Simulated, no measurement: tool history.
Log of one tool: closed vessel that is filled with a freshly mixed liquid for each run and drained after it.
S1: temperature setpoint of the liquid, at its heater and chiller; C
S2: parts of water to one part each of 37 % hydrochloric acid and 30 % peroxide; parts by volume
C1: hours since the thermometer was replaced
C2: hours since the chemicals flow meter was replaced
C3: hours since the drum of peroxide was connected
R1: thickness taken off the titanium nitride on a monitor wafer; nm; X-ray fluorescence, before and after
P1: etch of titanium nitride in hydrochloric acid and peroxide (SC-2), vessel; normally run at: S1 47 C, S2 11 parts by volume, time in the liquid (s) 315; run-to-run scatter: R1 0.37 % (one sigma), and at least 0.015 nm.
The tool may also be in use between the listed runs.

{"run": 1, "hour": 15.2, "S1": 47, "S2": 11, "time in the liquid (s)": 315, "C1": 325.2, "C2": 1159.5, "C3": 622.9, "R1": 5.8371}
{"run": 2, "hour": 28.3, "S1": 47, "S2": 11, "time in the liquid (s)": 580, "C1": 338.3, "C2": 1172.6, "C3": 636, "R1": 10.736}
{"run": 3, "hour": 41.4, "S1": 47, "S2": 18.5, "time in the liquid (s)": 315, "C1": 351.4, "C2": 1185.7, "C3": 649.1, "R1": 3.7014}
{"run": 4, "hour": 53.0, "S1": 47, "S2": 11, "time in the liquid (s)": 40, "C1": 363, "C2": 1197.3, "C3": 660.7, "R1": 0.75023}
{"run": 5, "hour": 67.2, "S1": 47, "S2": 11, "time in the liquid (s)": 315, "C1": 377.2, "C2": 1211.5, "C3": 674.9, "R1": 5.8472}
{"run": 6, "hour": 81.4, "S1": 35, "S2": 11, "time in the liquid (s)": 315, "C1": 391.4, "C2": 1225.7, "C3": 689.1, "R1": 2.5197}
{"run": 7, "hour": 89.9, "S1": 47, "S2": 11, "time in the liquid (s)": 315, "C1": 399.9, "C2": 1234.2, "C3": 697.6, "R1": 5.8448}
{"run": 8, "hour": 105.8, "S1": 56, "S2": 4, "time in the liquid (s)": 315, "C1": 415.8, "C2": 1250.1, "C3": 713.5, "R1": 22.826}
{"hour": 116.3, "done": "thermometer replaced"}
{"run": 9, "hour": 118.5, "S1": 47, "S2": 11, "time in the liquid (s)": 315, "C1": 2.3, "C2": 1262.8, "C3": 726.2, "R1": 5.8311}
{"run": 10, "hour": 130.7, "S1": 47, "S2": 16.5, "time in the liquid (s)": 130, "C1": 14.5, "C2": 1275, "C3": 738.4, "R1": 1.711}
{"run": 11, "hour": 142.3, "S1": 47, "S2": 11, "time in the liquid (s)": 315, "C1": 26.1, "C2": 1286.6, "C3": 750, "R1": 5.8403}
{"run": 12, "hour": 151.3, "S1": 61, "S2": 11, "time in the liquid (s)": 315, "C1": 35.1, "C2": 1295.6, "C3": 759, "R1": 14.425}
{"run": 13, "hour": 167.1, "S1": 47, "S2": 11, "time in the liquid (s)": 315, "C1": 50.9, "C2": 1311.4, "C3": 774.8, "R1": 5.8218}
{"run": 14, "hour": 182.7, "S1": 47, "S2": 4, "time in the liquid (s)": 315, "C1": 66.5, "C2": 1327, "C3": 790.4, "R1": 12.623}
{"run": 15, "hour": 194.9, "S1": 47, "S2": 11, "time in the liquid (s)": 315, "C1": 78.7, "C2": 1339.2, "C3": 802.6, "R1": 5.8484}
{"run": 16, "hour": 205.3, "S1": 47, "S2": 11, "time in the liquid (s)": 315, "C1": 89.1, "C2": 1349.6, "C3": 813, "R1": 5.9487}
{"run": 17, "hour": 220.3, "S1": 47, "S2": 11, "time in the liquid (s)": 315, "C1": 104.1, "C2": 1364.6, "C3": 828, "R1": 6.1193}
{"run": 18, "hour": 235.0, "S1": 47, "S2": 11, "time in the liquid (s)": 315, "C1": 118.8, "C2": 1379.3, "C3": 842.7, "R1": 6.1461}
{"run": 19, "hour": 250.4, "S1": 47, "S2": 11, "time in the liquid (s)": 315, "C1": 134.2, "C2": 1394.7, "C3": 858.1, "R1": 6.2062}
{"run": 20, "hour": 264.0, "S1": 47, "S2": 11, "time in the liquid (s)": 315, "C1": 147.8, "C2": 1408.3, "C3": 871.7, "R1": 6.2563}
{"run": 21, "hour": 272.9, "S1": 47, "S2": 11, "time in the liquid (s)": 315, "C1": 156.7, "C2": 1417.2, "C3": 880.6, "R1": 6.3097}
{"run": 22, "hour": 289.2, "S1": 47, "S2": 11, "time in the liquid (s)": 315, "C1": 173, "C2": 1433.5, "C3": 896.9, "R1": 6.2384}
{"run": 23, "hour": 297.8, "S1": 47, "S2": 11, "time in the liquid (s)": 315, "C1": 181.6, "C2": 1442.1, "C3": 905.5, "R1": 6.2838}

What P1 gives has crept away from where it was. These 2 causes fit the log equally well, each at the size given:
A: liquid hotter than its thermometer reads (K) = 1.07
B: chemicals flow above the setpoint (%) = 8.99
The creep began at about hour 194.9.
Why every other cause is out:
peroxide weaker than its label (%): at most 8, which would move R1 by -7.4 %: too little, or the wrong way

4 check runs are offered, each on 3 wafers whose results are averaged, their results left as question marks. Which one tells the causes apart?
{"run": "check 1", "hour": 306.4, "S1": 35.5, "S2": 4, "time in the liquid (s)": 315, "R1": "?"}
{"run": "check 2", "hour": 306.4, "S1": 47, "S2": 14, "time in the liquid (s)": 135, "R1": "?"}
{"run": "check 3", "hour": 306.4, "S1": 52.5, "S2": 14, "time in the liquid (s)": 315, "R1": "?"}
{"run": "check 4", "hour": 306.4, "S1": 40.5, "S2": 11, "time in the liquid (s)": 315, "R1": "?"}

What each check would give under each cause:
check=check_1 result=R1 if_A=6.0731 if_B=5.9448
check=check_2 result=R1 if_A=2.1827 if_B=2.1882
check=check_3 result=R1 if_A=7.3358 if_B=7.3719
check=check_4 result=R1 if_A=4.0062 if_B=3.9936
How far apart the two closest causes lie, in the result that separates them most: check 1 2.14 %; check 2 0.25 %; check 3 0.49 %; check 4 0.32 %
Only check 1 tells the causes apart: in the others they would give nearly the same result.

Then check 1 was run and gave: R1 6.0872 nm. Which cause is it?

It is A: liquid hotter than its thermometer reads (K).
